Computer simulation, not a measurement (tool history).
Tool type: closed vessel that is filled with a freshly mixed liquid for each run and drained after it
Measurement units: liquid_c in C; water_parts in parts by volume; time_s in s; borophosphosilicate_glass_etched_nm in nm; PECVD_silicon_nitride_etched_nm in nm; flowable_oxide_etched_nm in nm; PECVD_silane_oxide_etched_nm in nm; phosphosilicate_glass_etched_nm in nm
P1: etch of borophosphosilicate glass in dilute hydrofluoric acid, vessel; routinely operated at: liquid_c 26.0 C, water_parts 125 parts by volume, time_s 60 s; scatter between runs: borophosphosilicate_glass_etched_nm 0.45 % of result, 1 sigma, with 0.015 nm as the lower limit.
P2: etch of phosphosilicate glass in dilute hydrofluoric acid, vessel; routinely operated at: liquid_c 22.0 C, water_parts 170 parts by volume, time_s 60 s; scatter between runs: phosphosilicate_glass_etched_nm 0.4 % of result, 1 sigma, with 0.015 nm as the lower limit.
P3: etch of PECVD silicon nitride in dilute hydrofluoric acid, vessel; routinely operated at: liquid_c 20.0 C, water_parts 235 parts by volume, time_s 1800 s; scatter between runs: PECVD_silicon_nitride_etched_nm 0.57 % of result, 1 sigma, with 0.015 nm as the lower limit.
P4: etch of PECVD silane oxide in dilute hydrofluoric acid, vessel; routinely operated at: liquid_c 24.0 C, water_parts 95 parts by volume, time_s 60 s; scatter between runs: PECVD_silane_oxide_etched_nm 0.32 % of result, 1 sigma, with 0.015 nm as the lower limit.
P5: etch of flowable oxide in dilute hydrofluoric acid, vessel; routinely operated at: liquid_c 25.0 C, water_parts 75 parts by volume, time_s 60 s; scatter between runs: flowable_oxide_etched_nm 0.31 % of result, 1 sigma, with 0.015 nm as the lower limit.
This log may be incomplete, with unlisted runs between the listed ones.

run   hour  process  liquid_c  water_parts  time_s  borophosphosilicate_glass_etched_nm  PECVD_silicon_nitride_etched_nm  flowable_oxide_etched_nm  PECVD_silane_oxide_etched_nm  phosphosilicate_glass_etched_nm
  1    8.1       P1      26.0          125      60                              16.0060
  2   17.7       P3      20.0           95    1800                                                              24.34500
  3   24.9       P3      27.5          235    1800                                                              16.18100
  4   34.9       P3      20.0          235     145                                                               0.79049
  5   41.7       P1      26.0          125      60                              16.1280
  6   50.6       P5      25.0           75      60                                                                                          48.356
  7   59.3       P1      26.0          125      60                              16.0260
  8   69.2       P1      26.0           75      30                              14.2150
  9   80.2       P1      26.0          125      30                               7.9639
 10   92.8       P5      29.0           75      60                                                                                          56.545
 11  103.3       P1      26.0          125      60                              15.9740
 12  115.1       P1      32.0          125      60                              20.0900
 13  126.5       P1      26.0          125      90                              24.0970
 14  135.2       P4      32.0           95      60                                                                                                                        36.490
 15  143.8       P5      25.0          140      60                                                                                          23.815
 16  151.3       P4      24.0           20      60                                                                                                                       140.850
 17  165.5       P2      28.5          170      60                                                                                                                                                         38.398
 18  178.4       P3      20.0          235    1800                                                              10.07800
 19  189.1       P2      22.0          170      60                                                                                                                                                         30.109
 20  199.4       P1      26.0           75      30                              14.2030
 21  211.2       P1      26.0          125      60                              16.0440
 22  219.4       P4      24.0           95      60                                                                                                                        26.843
 23  233.1       P1      26.0          125      60                              16.1490
 24  245.9       P2      22.0          170     115                                                                                                                                                         57.890
 25  256.6       P1      21.5          125      60                              13.4820
 26  268.4       P1      26.0           80      60                              26.6640
 27  278.3       P3      20.0          235    1800                                                              10.14400
 28  292.0       P1      26.0          205      60                               8.9359
 29  305.9       P5      25.0           75      60                                                                                          48.224
 30  320.3       P5      25.0           75     115                                                                                          92.736
 31  334.2       P4      24.0           95     110                                                                                                                        49.193
 32  343.9       P2      22.0           75      60                                                                                                                                                         75.516
 33  354.8       P1      26.0          125      60                              15.9410

Run 34 comes next. What will it give?
 34  363.7       P1      26.0          125      60                                    ?

borophosphosilicate_glass_etched_nm: 15.7830 nm
